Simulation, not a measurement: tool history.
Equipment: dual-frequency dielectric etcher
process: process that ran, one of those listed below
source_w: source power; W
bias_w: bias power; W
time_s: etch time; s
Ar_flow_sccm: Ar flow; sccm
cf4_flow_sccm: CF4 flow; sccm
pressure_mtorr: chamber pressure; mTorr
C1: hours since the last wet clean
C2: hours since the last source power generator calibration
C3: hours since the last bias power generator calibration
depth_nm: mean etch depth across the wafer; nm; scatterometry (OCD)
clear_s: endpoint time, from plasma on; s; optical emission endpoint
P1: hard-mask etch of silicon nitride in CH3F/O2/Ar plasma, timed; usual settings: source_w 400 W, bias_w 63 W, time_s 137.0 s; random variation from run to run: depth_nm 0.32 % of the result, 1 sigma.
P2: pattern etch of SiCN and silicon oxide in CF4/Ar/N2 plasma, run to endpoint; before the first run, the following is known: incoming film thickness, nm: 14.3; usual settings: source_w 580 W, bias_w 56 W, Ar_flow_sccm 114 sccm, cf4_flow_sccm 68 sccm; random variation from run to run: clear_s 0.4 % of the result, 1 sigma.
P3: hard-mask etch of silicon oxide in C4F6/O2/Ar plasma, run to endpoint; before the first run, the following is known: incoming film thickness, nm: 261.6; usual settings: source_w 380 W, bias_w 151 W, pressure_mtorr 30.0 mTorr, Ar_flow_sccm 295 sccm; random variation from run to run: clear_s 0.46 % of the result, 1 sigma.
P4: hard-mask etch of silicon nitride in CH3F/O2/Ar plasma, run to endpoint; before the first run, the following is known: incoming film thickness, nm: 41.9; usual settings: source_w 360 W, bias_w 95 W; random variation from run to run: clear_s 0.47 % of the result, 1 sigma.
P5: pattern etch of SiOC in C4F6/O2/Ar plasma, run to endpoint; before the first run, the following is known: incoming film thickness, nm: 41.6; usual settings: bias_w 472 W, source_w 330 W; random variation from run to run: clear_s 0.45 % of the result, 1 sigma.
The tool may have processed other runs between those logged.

{"run": 1, "day": 0.317, "process": "P1", "source_w": 400, "bias_w": 63, "time_s": 137.0, "C1": 355.7, "C2": 1573.2, "C3": 558.2, "depth_nm": 93.329}
{"run": 2, "day": 0.65, "process": "P5", "source_w": 330, "bias_w": 295, "C1": 363.7, "C2": 1581.2, "C3": 566.2, "clear_s": 17.537}
{"run": 3, "day": 0.804, "process": "P1", "source_w": 260, "bias_w": 63, "time_s": 137.0, "C1": 367.4, "C2": 1584.9, "C3": 569.9, "depth_nm": 79.511}
{"run": 4, "day": 1.104, "process": "P1", "source_w": 400, "bias_w": 49, "time_s": 137.0, "C1": 374.6, "C2": 1592.1, "C3": 577.1, "depth_nm": 85.636}
{"run": 5, "day": 1.388, "process": "P4", "source_w": 360, "bias_w": 95, "C1": 381.4, "C2": 1598.9, "C3": 583.9, "clear_s": 54.691}
{"run": 6, "day": 1.692, "process": "P2", "source_w": 580, "bias_w": 40, "Ar_flow_sccm": 114, "cf4_flow_sccm": 68, "C1": 388.7, "C2": 1606.2, "C3": 591.2, "clear_s": 16.077}
{"run": 7, "day": 1.879, "process": "P3", "source_w": 380, "bias_w": 151, "Ar_flow_sccm": 295, "pressure_mtorr": 30.0, "C1": 393.2, "C2": 1610.7, "C3": 595.7, "clear_s": 91.633}
{"run": 8, "day": 2.054, "process": "P4", "source_w": 230, "bias_w": 95, "C1": 397.4, "C2": 1614.9, "C3": 599.9, "clear_s": 64.53}
{"run": 9, "day": 2.333, "process": "P4", "source_w": 360, "bias_w": 65, "C1": 404.1, "C2": 1621.6, "C3": 606.6, "clear_s": 62.574}
{"run": 10, "day": 2.525, "process": "P1", "source_w": 400, "bias_w": 63, "time_s": 137.0, "C1": 408.7, "C2": 1626.2, "C3": 611.2, "depth_nm": 93.798}
{"run": 11, "day": 2.812, "process": "P5", "source_w": 330, "bias_w": 472, "C1": 415.6, "C2": 1633.1, "C3": 618.1, "clear_s": 14.922}
{"run": 12, "day": 3.146, "process": "P1", "source_w": 400, "bias_w": 63, "time_s": 137.0, "C1": 423.6, "C2": 1641.1, "C3": 626.1, "depth_nm": 93.666}
{"run": 13, "day": 3.429, "process": "P3", "source_w": 380, "bias_w": 151, "Ar_flow_sccm": 370, "pressure_mtorr": 30.0, "C1": 430.4, "C2": 1647.9, "C3": 632.9, "clear_s": 94.442}
{"run": 14, "day": 3.608, "process": "P3", "source_w": 380, "bias_w": 151, "Ar_flow_sccm": 295, "pressure_mtorr": 39.5, "C1": 434.7, "C2": 1652.2, "C3": 637.2, "clear_s": 94.032}
{"run": 15, "day": 3.796, "process": "P5", "source_w": 260, "bias_w": 472, "C1": 439.2, "C2": 1656.7, "C3": 641.7, "clear_s": 16.351}
{"run": 16, "day": 3.954, "process": "P2", "source_w": 580, "bias_w": 56, "Ar_flow_sccm": 114, "cf4_flow_sccm": 68, "C1": 443.0, "C2": 1660.5, "C3": 645.5, "clear_s": 14.608}
{"run": 17, "day": 4.133, "process": "P3", "source_w": 380, "bias_w": 151, "Ar_flow_sccm": 295, "pressure_mtorr": 30.0, "C1": 447.3, "C2": 1664.8, "C3": 649.8, "clear_s": 91.703}
{"run": 18, "day": 4.396, "process": "P2", "source_w": 580, "bias_w": 56, "Ar_flow_sccm": 146, "cf4_flow_sccm": 68, "C1": 453.6, "C2": 1671.1, "C3": 656.1, "clear_s": 15.213}
{"run": 19, "day": 4.717, "process": "P1", "source_w": 400, "bias_w": 77, "time_s": 137.0, "C1": 461.3, "C2": 1678.8, "C3": 663.8, "depth_nm": 100.22}
{"run": 20, "day": 4.867, "process": "P2", "source_w": 360, "bias_w": 56, "Ar_flow_sccm": 114, "cf4_flow_sccm": 68, "C1": 464.9, "C2": 1682.4, "C3": 667.4, "clear_s": 22.125}
{"run": 21, "day": 5.038, "process": "P3", "source_w": 380, "bias_w": 101, "Ar_flow_sccm": 295, "pressure_mtorr": 30.0, "C1": 469.0, "C2": 1686.5, "C3": 671.5, "clear_s": 103.02}
{"run": 22, "day": 5.258, "process": "P2", "source_w": 580, "bias_w": 56, "Ar_flow_sccm": 114, "cf4_flow_sccm": 85, "C1": 474.3, "C2": 1691.8, "C3": 676.8, "clear_s": 14.103}
{"run": 23, "day": 5.442, "process": "P1", "source_w": 400, "bias_w": 63, "time_s": 137.0, "C1": 478.7, "C2": 1696.2, "C3": 681.2, "depth_nm": 93.423}
{"run": 24, "day": 5.629, "process": "P1", "source_w": 400, "bias_w": 63, "time_s": 137.0, "C1": 483.2, "C2": 1700.7, "C3": 685.7, "depth_nm": 93.596}
{"run": 25, "day": 5.938, "process": "P1", "source_w": 400, "bias_w": 63, "time_s": 137.0, "C1": 490.6, "C2": 1708.1, "C3": 693.1, "depth_nm": 93.699}
{"run": 26, "day": 6.088, "process": "P3", "source_w": 260, "bias_w": 151, "Ar_flow_sccm": 295, "pressure_mtorr": 30.0, "C1": 494.2, "C2": 1711.7, "C3": 696.7, "clear_s": 106.04}
{"run": 27, "day": 6.246, "process": "P1", "source_w": 400, "bias_w": 63, "time_s": 78.0, "C1": 498.0, "C2": 1715.5, "C3": 700.5, "depth_nm": 53.326}
{"run": 28, "day": 6.483, "process": "P1", "source_w": 550, "bias_w": 63, "time_s": 180.0, "C1": 503.7, "C2": 1721.2, "C3": 706.2, "depth_nm": 138.61}
{"run": 29, "day": 6.775, "process": "P1", "source_w": 400, "bias_w": 63, "time_s": 137.0, "C1": 510.7, "C2": 1728.2, "C3": 713.2, "depth_nm": 93.418}
{"run": 30, "day": 6.971, "process": "P4", "source_w": 360, "bias_w": 95, "C1": 515.4, "C2": 1732.9, "C3": 717.9, "clear_s": 54.816}
{"run": 31, "day": 7.246, "process": "P1", "source_w": 520, "bias_w": 63, "time_s": 137.0, "C1": 522.0, "C2": 1739.5, "C3": 724.5, "depth_nm": 103.61}
{"run": 32, "day": 7.554, "process": "P1", "source_w": 400, "bias_w": 63, "time_s": 188.5, "C1": 529.4, "C2": 1746.9, "C3": 731.9, "depth_nm": 128.13}
{"run": 33, "day": 7.892, "process": "P1", "source_w": 310, "bias_w": 45, "time_s": 137.0, "C1": 537.5, "C2": 1755.0, "C3": 740.0, "depth_nm": 76.356}
{"run": 34, "day": 8.146, "process": "P1", "source_w": 400, "bias_w": 63, "time_s": 137.0, "C1": 543.6, "C2": 1761.1, "C3": 746.1, "depth_nm": 93.303}
{"run": 35, "day": 8.475, "process": "P1", "source_w": 400, "bias_w": 63, "time_s": 137.0, "C1": 551.5, "C2": 1769.0, "C3": 754.0, "depth_nm": 92.239}
{"run": 36, "day": 8.654, "process": "P1", "source_w": 400, "bias_w": 63, "time_s": 137.0, "C1": 555.8, "C2": 1773.3, "C3": 758.3, "depth_nm": 91.952}
{"run": 37, "day": 8.896, "process": "P1", "source_w": 400, "bias_w": 63, "time_s": 137.0, "C1": 561.6, "C2": 1779.1, "C3": 764.1, "depth_nm": 92.359}
{"run": 38, "day": 9.058, "process": "P1", "source_w": 400, "bias_w": 63, "time_s": 137.0, "C1": 565.5, "C2": 1783.0, "C3": 768.0, "depth_nm": 92.304}
{"day": 9.125, "done": "wet clean of the chamber"}
{"run": 39, "day": 9.304, "process": "P1", "source_w": 400, "bias_w": 63, "time_s": 137.0, "C1": 4.4, "C2": 1788.9, "C3": 773.9, "depth_nm": 92.236}
{"run": 40, "day": 9.504, "process": "P1", "source_w": 400, "bias_w": 63, "time_s": 137.0, "C1": 9.2, "C2": 1793.7, "C3": 778.7, "depth_nm": 92.079}

P1 has crept away from where it was. The log is fitted equally well by each of these 2 causes, at the sizes shown:
A: bias power that arrives under what is set, % = 4.68
B: source power that arrives under what is set, % = 4.06
The drift started at roughly day 8.146.
Ruled out, with reasons:
chamber walls in a state that lowers the etch rate, %: maintenance at day 9.125, after the shift began, did not return the process to its former output

4 check runs are offered, each on 2 wafers whose results are averaged, their results left as question marks. Which one tells the causes apart?
{"run": "check 1", "day": 9.704, "process": "P5", "source_w": 330, "bias_w": 472, "clear_s": "?"}
{"run": "check 2", "day": 9.704, "process": "P4", "source_w": 360, "bias_w": 95, "clear_s": "?"}
{"run": "check 3", "day": 9.704, "process": "P2", "source_w": 580, "bias_w": 56, "Ar_flow_sccm": 114, "cf4_flow_sccm": 68, "clear_s": "?"}
{"run": "check 4", "day": 9.704, "process": "P3", "source_w": 380, "bias_w": 151, "Ar_flow_sccm": 295, "pressure_mtorr": 30.0, "clear_s": "?"}

What each check would give under each cause:
check=check_1 result=clear_s if_A=15.205 if_B=15.166
check=check_2 result=clear_s if_A=55.720 if_B=55.607
check=check_3 result=clear_s if_A=14.748 if_B=15.069
check=check_4 result=clear_s if_A=92.991 if_B=93.155
Distance between the nearest two causes, measured in the result of the check that separates them most: check 1 0.26 %; check 2 0.2 %; check 3 2.15 %; check 4 0.18 %
The causes can be told apart only by check 3. The other checks would give nearly the same results under each of them.

With check 3 done, the readings were: clear_s 15.055 s. Identify which of the listed causes applies.

The cause is B: source power that arrives under what is set, %.
